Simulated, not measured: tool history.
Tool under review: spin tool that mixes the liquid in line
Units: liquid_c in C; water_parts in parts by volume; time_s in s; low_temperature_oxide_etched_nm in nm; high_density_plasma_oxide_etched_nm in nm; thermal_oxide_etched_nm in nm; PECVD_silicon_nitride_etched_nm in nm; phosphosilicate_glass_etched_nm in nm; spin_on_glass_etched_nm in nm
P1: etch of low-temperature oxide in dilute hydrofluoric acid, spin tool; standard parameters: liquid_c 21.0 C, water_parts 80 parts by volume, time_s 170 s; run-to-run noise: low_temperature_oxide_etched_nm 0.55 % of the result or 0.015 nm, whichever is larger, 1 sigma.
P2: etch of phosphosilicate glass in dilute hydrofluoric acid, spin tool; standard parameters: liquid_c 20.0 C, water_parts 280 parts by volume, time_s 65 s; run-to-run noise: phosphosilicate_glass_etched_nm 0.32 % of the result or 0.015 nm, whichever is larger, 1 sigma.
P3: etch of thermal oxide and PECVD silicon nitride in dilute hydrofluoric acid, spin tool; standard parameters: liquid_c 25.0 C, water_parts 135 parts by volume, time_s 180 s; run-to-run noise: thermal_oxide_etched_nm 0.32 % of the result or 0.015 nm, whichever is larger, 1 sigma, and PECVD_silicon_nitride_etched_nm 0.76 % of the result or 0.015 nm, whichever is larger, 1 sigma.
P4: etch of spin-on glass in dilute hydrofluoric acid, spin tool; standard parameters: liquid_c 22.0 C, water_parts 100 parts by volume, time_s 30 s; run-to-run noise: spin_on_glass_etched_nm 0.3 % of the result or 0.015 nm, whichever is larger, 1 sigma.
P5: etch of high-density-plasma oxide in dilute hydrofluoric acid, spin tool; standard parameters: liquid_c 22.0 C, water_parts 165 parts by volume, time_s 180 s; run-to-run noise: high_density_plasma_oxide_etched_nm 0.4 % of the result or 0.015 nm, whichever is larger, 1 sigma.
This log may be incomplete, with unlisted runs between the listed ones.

run	hour	process	liquid_c	water_parts	time_s	hours since the thermometer was replaced	hours since the hydrofluoric acid flow meter was replaced	low_temperature_oxide_etched_nm	high_density_plasma_oxide_etched_nm	thermal_oxide_etched_nm	PECVD_silicon_nitride_etched_nm	phosphosilicate_glass_etched_nm	spin_on_glass_etched_nm
1	4.5	P1	21.0	80	170	983.4	250.9	20.5660					
2	7.6	P1	21.0	80	170	986.5	254.0	20.5880					
3	10.5	P1	17.0	80	170	989.4	256.9	17.4970					
4	14.1	P1	25.0	80	170	993.0	260.5	24.2790					
5	20.6	P5	22.0	165	180	999.5	267.0		8.3864				
6	25.1	P1	21.0	80	55	1004.0	271.5	6.7135					
7	29.0	P1	21.0	80	170	1007.9	275.4	20.5110					
8	32.7	P3	17.5	135	180	1011.6	279.1			4.8031	1.7240		
9	37.6	P2	20.0	280	105	1016.5	284.0					26.006	
# hour 42.1: thermometer replaced
10	42.6	P4	22.0	100	30	0.5	289.0						8.4573
11	47.8	P4	17.0	100	30	5.7	294.2						6.9148
12	53.8	P4	22.0	100	30	11.7	300.2						8.4202
13	59.7	P3	25.0	235	180	17.6	306.1			3.3291	1.6471		
14	62.8	P1	21.0	80	170	20.7	309.2	20.7640					
15	68.4	P5	22.0	165	300	26.3	314.8		13.8840				
16	73.7	P3	25.0	135	180	31.6	320.1			6.4380	2.8441		
17	77.0	P2	17.0	280	65	34.9	323.4					14.505	
18	82.7	P5	17.0	165	180	40.6	329.1		6.8262				
19	87.4	P1	21.0	80	170	45.3	333.8	20.7810					
20	92.3	P1	21.0	80	170	50.2	338.7	20.5480					
21	95.6	P1	17.0	80	245	53.5	342.0	24.9360					
22	101.1	P1	21.0	80	330	59.0	347.5	39.6760					
23	104.2	P1	21.0	135	170	62.1	350.6	11.6190					
24	108.8	P4	22.0	100	50	66.7	355.2						14.0510
25	112.3	P2	20.0	280	65	70.2	358.7					16.047	
26	115.4	P4	22.0	165	30	73.3	361.8						4.7756
27	121.6	P2	20.0	60	65	79.5	368.0					94.715	
28	128.0	P5	22.0	225	180	85.9	374.4		5.7776				
29	134.4	P3	25.0	135	355	92.3	380.8			12.7300	5.6634		
30	139.9	P1	21.0	45	170	97.8	386.3	38.1800					

Estimate the outcome of run 31 from the log above:
31	144.2	P1	21.0	80	170	102.1	390.6	?					

low_temperature_oxide_etched_nm: 20.6650 nm
